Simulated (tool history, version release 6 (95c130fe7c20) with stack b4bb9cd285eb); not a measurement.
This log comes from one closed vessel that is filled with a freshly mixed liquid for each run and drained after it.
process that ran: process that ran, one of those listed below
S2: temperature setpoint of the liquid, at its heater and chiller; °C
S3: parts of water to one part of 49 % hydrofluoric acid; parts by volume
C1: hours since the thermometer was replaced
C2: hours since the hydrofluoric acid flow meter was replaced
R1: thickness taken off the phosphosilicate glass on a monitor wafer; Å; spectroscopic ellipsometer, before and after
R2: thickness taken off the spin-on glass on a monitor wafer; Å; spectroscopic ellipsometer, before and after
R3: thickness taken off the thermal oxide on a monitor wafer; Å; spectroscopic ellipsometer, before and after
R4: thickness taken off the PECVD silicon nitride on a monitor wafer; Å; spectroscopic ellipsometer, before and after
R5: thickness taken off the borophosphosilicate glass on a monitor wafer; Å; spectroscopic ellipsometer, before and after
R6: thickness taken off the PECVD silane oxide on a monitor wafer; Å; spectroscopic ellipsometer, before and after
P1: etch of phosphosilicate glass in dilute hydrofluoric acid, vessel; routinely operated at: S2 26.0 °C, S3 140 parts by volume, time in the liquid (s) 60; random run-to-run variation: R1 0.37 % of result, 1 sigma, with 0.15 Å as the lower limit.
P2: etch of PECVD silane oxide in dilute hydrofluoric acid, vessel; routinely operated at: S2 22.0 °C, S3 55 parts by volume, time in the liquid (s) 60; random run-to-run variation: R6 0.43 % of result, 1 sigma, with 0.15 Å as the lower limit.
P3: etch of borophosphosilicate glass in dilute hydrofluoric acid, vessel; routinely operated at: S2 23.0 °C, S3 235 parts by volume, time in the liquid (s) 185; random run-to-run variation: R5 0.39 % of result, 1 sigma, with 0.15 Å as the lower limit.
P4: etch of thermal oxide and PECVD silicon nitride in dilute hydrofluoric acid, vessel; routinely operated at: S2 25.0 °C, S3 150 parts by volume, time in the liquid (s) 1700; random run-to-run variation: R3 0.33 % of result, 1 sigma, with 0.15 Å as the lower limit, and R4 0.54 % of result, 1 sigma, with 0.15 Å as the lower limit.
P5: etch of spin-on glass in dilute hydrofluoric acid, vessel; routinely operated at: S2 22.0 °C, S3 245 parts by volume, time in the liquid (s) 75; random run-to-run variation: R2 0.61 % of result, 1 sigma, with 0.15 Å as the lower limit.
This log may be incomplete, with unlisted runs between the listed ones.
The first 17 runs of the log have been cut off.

Run 18, hour 256.6: process that ran P2, S2 22.0 °C, S3 55 parts by volume, time in the liquid (s) 30; C1 1343.5; C2 116.3. Result: R6 142.12 Å.
Run 19, hour 270.5: process that ran P1, S2 26.0 °C, S3 245 parts by volume, time in the liquid (s) 30; C1 1357.4; C2 130.2. Result: R1 219.20 Å.
Run 20, hour 281.9: process that ran P1, S2 26.0 °C, S3 200 parts by volume, time in the liquid (s) 60; C1 1368.8; C2 141.6. Result: R1 560.42 Å.
Run 21, hour 295.0: process that ran P1, S2 20.0 °C, S3 140 parts by volume, time in the liquid (s) 60; C1 1381.9; C2 154.7. Result: R1 682.74 Å.
Run 22, hour 310.2: process that ran P4, S2 30.5 °C, S3 150 parts by volume, time in the liquid (s) 1700; C1 1397.1; C2 169.9. Result: R3 671.41 Å, R4 448.75 Å.
At hour 322.6: thermometer replaced.
Run 23, hour 323.7: process that ran P1, S2 26.0 °C, S3 140 parts by volume, time in the liquid (s) 30; C1 1.1; C2 183.4. Result: R1 432.37 Å.
Run 24, hour 332.9: process that ran P4, S2 25.0 °C, S3 150 parts by volume, time in the liquid (s) 550; C1 10.3; C2 192.6. Result: R3 175.94 Å, R4 101.64 Å.
Run 25, hour 347.3: process that ran P1, S2 26.0 °C, S3 140 parts by volume, time in the liquid (s) 60; C1 24.7; C2 207.0. Result: R1 860.36 Å.
Run 26, hour 357.6: process that ran P2, S2 22.0 °C, S3 55 parts by volume, time in the liquid (s) 60; C1 35.0; C2 217.3. Result: R6 282.10 Å.

What does the tool deliver on the next run?
Run 27, hour 365.8: process that ran P1, S2 31.5 °C, S3 140 parts by volume, time in the liquid (s) 60; C1 43.2; C2 225.5. Result: R1 ?.

R1: 1051.30 Å
